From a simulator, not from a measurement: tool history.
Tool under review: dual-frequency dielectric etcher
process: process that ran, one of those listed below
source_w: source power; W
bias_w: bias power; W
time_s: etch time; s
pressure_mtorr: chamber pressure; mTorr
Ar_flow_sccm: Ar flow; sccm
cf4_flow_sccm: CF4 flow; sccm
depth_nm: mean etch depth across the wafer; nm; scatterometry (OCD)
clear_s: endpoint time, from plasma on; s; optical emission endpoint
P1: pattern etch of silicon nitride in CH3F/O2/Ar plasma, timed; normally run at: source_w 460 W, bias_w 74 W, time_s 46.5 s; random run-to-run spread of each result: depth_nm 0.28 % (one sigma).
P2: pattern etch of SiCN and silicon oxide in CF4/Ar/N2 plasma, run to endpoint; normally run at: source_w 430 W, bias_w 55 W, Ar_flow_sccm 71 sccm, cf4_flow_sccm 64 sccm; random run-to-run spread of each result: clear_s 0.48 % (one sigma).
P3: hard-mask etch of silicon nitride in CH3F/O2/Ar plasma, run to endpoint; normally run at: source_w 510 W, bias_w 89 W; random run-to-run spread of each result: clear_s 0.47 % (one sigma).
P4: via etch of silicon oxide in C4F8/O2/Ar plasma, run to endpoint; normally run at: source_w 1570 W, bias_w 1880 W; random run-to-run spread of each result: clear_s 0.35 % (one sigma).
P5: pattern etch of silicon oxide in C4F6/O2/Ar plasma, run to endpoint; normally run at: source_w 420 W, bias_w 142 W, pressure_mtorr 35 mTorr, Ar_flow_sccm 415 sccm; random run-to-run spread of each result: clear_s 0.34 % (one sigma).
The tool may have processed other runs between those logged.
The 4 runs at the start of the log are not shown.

run	day	process	source_w	bias_w	time_s	pressure_mtorr	Ar_flow_sccm	cf4_flow_sccm	depth_nm	clear_s
5	0.604	P1	350	74	46.5				30.631	
6	0.704	P5	420	83		35	415			9.9661
7	0.833	P1	460	74	68.5				50.220	
8	0.967	P5	540	142		35	415			7.7944
9	1.075	P1	460	45	46.5				29.046	
10	1.167	P5	420	142		43	415			8.8502
11	1.279	P2	430	55			57	64		15.3400
12	1.383	P5	420	142		35	415			8.5652
13	1.550	P1	460	74	46.5				34.079	
14	1.671	P2	430	55			71	64		16.0390
15	1.792	P4	1570	1880						302.2700
# day 1.888: bias power generator calibrated
16	1.912	P2	430	37			71	64		17.8590
17	2.092	P3	660	89						52.8780
18	2.267	P2	570	55			71	64		12.4510
19	2.379	P4	1570	1416						327.2300
20	2.458	P1	320	74	27.5				17.543	
21	2.550	P1	460	96	46.5				37.224	
22	2.658	P4	1900	1880						279.9500
23	2.804	P1	580	74	46.5				37.160	

What does the tool deliver on the next run?
24	2.983	P4	1570	1880						?

Run 24 produced clear_s 303.1700 s.
